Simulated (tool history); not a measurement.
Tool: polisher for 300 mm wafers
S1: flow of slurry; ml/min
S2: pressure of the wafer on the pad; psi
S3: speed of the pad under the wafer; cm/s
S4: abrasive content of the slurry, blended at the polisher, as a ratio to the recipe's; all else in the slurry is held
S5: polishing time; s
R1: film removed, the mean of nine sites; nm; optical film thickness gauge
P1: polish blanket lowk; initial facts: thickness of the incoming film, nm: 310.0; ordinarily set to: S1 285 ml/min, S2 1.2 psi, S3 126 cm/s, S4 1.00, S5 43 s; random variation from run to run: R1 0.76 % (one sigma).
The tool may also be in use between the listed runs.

| run | day | S1 | S2 | S3 | S4 | S5 | R1 |
|---|---|---|---|---|---|---|---|
| 1 | 0.467 | 285 | 1.2 | 126 | 1.00 | 43 | 11.3390 |
| 2 | 1.062 | 170 | 1.2 | 126 | 1.00 | 43 | 10.8410 |
| 3 | 1.562 | 285 | 0.6 | 126 | 1.00 | 43 | 5.7259 |
| 4 | 2.129 | 430 | 1.2 | 126 | 1.00 | 43 | 11.8550 |
| 5 | 2.450 | 285 | 1.2 | 126 | 1.00 | 43 | 11.5120 |
| 6 | 2.838 | 285 | 1.2 | 126 | 1.00 | 43 | 11.4100 |
| 7 | 3.429 | 285 | 1.2 | 126 | 1.00 | 43 | 11.5300 |
|  | 3.458 | head pressure recalibrated |
| 8 | 3.979 | 285 | 1.2 | 126 | 1.00 | 25 | 6.7565 |
| 9 | 4.288 | 285 | 1.2 | 180 | 1.00 | 43 | 15.2280 |
| 10 | 4.629 | 285 | 1.2 | 126 | 1.00 | 55 | 14.8440 |
| 11 | 5.221 | 285 | 1.7 | 126 | 0.50 | 43 | 11.3760 |
| 12 | 5.525 | 285 | 1.2 | 126 | 1.00 | 43 | 11.4750 |
| 13 | 5.888 | 285 | 1.8 | 126 | 1.00 | 43 | 17.2600 |
| 14 | 6.462 | 285 | 1.2 | 126 | 1.35 | 43 | 12.9880 |
| 15 | 6.788 | 285 | 1.2 | 56 | 1.00 | 43 | 5.9651 |
| 16 | 7.129 | 285 | 1.2 | 126 | 0.55 | 43 | 8.4454 |
| 17 | 7.512 | 285 | 1.2 | 126 | 1.00 | 43 | 11.4650 |
| 18 | 7.800 | 285 | 1.2 | 126 | 1.00 | 43 | 11.4990 |
| 19 | 8.429 | 285 | 1.2 | 126 | 1.00 | 43 | 11.0430 |
| 20 | 8.750 | 285 | 1.2 | 126 | 1.00 | 43 | 10.8580 |
| 21 | 9.354 | 285 | 1.2 | 126 | 1.00 | 43 | 10.6380 |
| 22 | 9.671 | 285 | 1.2 | 126 | 1.00 | 43 | 10.6610 |
|  | 10.217 | head pressure recalibrated |
| 23 | 10.258 | 285 | 1.2 | 126 | 1.00 | 43 | 10.5270 |
| 24 | 10.688 | 285 | 1.2 | 126 | 1.00 | 43 | 10.4150 |
|  | 10.879 | slurry nozzle cleaned |
|  | 10.996 | conditioning disc replaced and pad reconditioned |
| 25 | 11.021 | 285 | 1.2 | 126 | 1.00 | 43 | 10.5530 |
| 26 | 11.425 | 285 | 1.2 | 126 | 1.00 | 43 | 10.3870 |
| 27 | 11.833 | 285 | 1.2 | 126 | 1.00 | 43 | 10.4440 |
| 28 | 12.233 | 285 | 1.2 | 126 | 1.00 | 43 | 10.4290 |
| 29 | 12.633 | 285 | 1.2 | 126 | 1.00 | 43 | 10.3010 |

Something has made what P1 gives creep away from where it was; the 2 causes below, each at its own stated size, fit the log equally well:
A: removal rate lost through wear of the pad, % = 10
B: abrasive missing from the slurry, % = 19.7
Onset of the creep was near day 7.800.
All other causes, with the reason each is excluded:
slurry flow missing at the pad, %: serviced at day 10.879, after the drift had started, without restoring the earlier output
head's pressure below its setpoint, %: serviced at day 10.217, after the drift had started, without restoring the earlier output
time polished since the conditioner stopped cutting, s: serviced at day 10.996, after the drift had started, without restoring the earlier output

4 check runs are offered, each on 3 wafers whose results are averaged, their results left as question marks. Which one tells the causes apart?
| check 1 | 13.033 | 285 | 1.8 | 126 | 1.00 | 28 | ? |
| check 2 | 13.033 | 285 | 1.2 | 126 | 0.85 | 43 | ? |
| check 3 | 13.033 | 285 | 1.2 | 126 | 0.55 | 32 | ? |
| check 4 | 13.033 | 345 | 1.2 | 62 | 1.00 | 43 | ? |

Expected result of each check under each candidate cause:
| check | result | if A | if B |
|---|---|---|---|
| check 1 | R1 | 10.1050 | 10.1010 |
| check 2 | R1 | 9.5769 | 9.4886 |
| check 3 | R1 | 5.6117 | 5.4324 |
| check 4 | R1 | 5.9640 | 5.9618 |
Distance between the nearest two causes, measured in the result of the check that separates them most: check 1 0.04 %; check 2 0.93 %; check 3 3.25 %; check 4 0.04 %
Only in check 3 would the causes give clearly different results; in the remaining checks their results would be nearly the same.

Check 3 was then run and gave: R1 5.4353 nm. Which cause is it?

The cause is B: abrasive missing from the slurry, %.

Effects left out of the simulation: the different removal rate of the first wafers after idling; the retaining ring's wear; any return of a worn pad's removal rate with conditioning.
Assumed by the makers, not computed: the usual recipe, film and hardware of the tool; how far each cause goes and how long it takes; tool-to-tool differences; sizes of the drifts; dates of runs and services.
